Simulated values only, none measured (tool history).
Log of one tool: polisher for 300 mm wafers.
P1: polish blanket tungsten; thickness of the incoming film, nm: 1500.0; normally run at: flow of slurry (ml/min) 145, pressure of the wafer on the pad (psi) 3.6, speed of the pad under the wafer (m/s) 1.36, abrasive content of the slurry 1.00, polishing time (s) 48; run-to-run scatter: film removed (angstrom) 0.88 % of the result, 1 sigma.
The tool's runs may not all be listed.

run,hour,flow of slurry (ml/min),pressure of the wafer on the pad (psi),speed of the pad under the wafer (m/s),abrasive content of the slurry,polishing time (s),film removed (angstrom)
1,6.4,145,3.6,1.36,1.00,48,2719.7
2,15.6,145,5.4,1.90,1.00,48,5656.5
3,29.7,145,3.6,1.36,1.00,48,2719.4
4,41.7,145,3.6,2.10,1.00,48,4165.6
5,51.3,145,3.6,1.36,1.00,62,3473.9
6,58.2,145,3.6,1.36,1.50,48,2943.7
7,69.8,145,3.6,1.36,1.00,48,2684.2
8,76.3,145,3.6,1.36,1.00,48,2707.6
9,90.4,185,3.6,1.36,1.00,48,2765.3
10,98.8,145,3.6,0.66,1.00,48,1299.4
11,108.0,145,3.6,1.36,1.00,48,2692.8
12,119.7,145,2.6,1.36,1.00,48,1945.9
13,126.7,145,3.6,1.88,0.75,48,3474.8
14,134.1,145,5.7,1.36,1.00,48,4263.3
15,146.8,145,3.6,1.36,0.55,48,2361.1
16,158.2,85,3.6,1.36,1.00,48,2364.7
17,170.2,145,3.6,1.36,1.00,48,2708.8
18,179.7,145,3.6,1.36,1.00,30,1724.9
19,188.7,145,3.6,1.36,1.00,48,2697.4
20,198.5,145,3.6,1.36,1.00,48,2594.8
21,206.8,145,3.6,1.36,1.00,48,2526.4
22,214.5,145,3.6,1.36,1.00,48,2485.9
# hour 216.8: worn pad replaced by a new one
23,224.7,145,3.6,1.36,1.00,48,2485.1
# hour 226.3: head pressure recalibrated
# hour 226.8: slurry tank refilled with fresh slurry and peroxide
24,232.9,145,3.6,1.36,1.00,48,2460.4
25,239.2,145,3.6,1.36,1.00,48,2450.6
26,245.8,145,3.6,1.36,1.00,48,2418.0

What P1 gives has crept away from where it was. These 2 causes fit the log equally well, each at the size given:
A: abrasive missing from the slurry, % = 34.9
B: slurry flow missing at the pad, % = 36.5
The creep began at about hour 188.7.
Why every other cause is out:
removal rate lost through wear of the pad, %: serviced at hour 216.8, which brought nothing back
head's pressure below its setpoint, %: serviced at hour 226.3, which brought nothing back
peroxide lost from the slurry, %: serviced at hour 226.8, which brought nothing back

4 check runs are offered, each on 2 wafers whose results are averaged, their results left as question marks. Which one tells the causes apart?
check 1,252.4,145,3.6,0.74,1.30,48,?
check 2,252.4,145,3.6,1.36,1.45,48,?
check 3,252.4,145,3.6,0.90,1.00,48,?
check 4,252.4,90,3.6,1.92,1.00,48,?

What each check would give under each cause:
check,result,if A,if B
check 1,film removed (angstrom),1409.8,1413.4
check 2,film removed (angstrom),2657.9,2667.6
check 3,film removed (angstrom),1614.4,1614.3
check 4,film removed (angstrom),3099.0,2945.1
How far apart the two closest causes lie, in the result that separates them most: check 1 0.26 %; check 2 0.36 %; check 3 0 %; check 4 5.09 %
Check 4 tells the causes apart: in the others they would give nearly the same result.

Check 4 was then run and gave: film removed (angstrom) 3114.2. Which cause is it?

It is A: abrasive missing from the slurry, %.
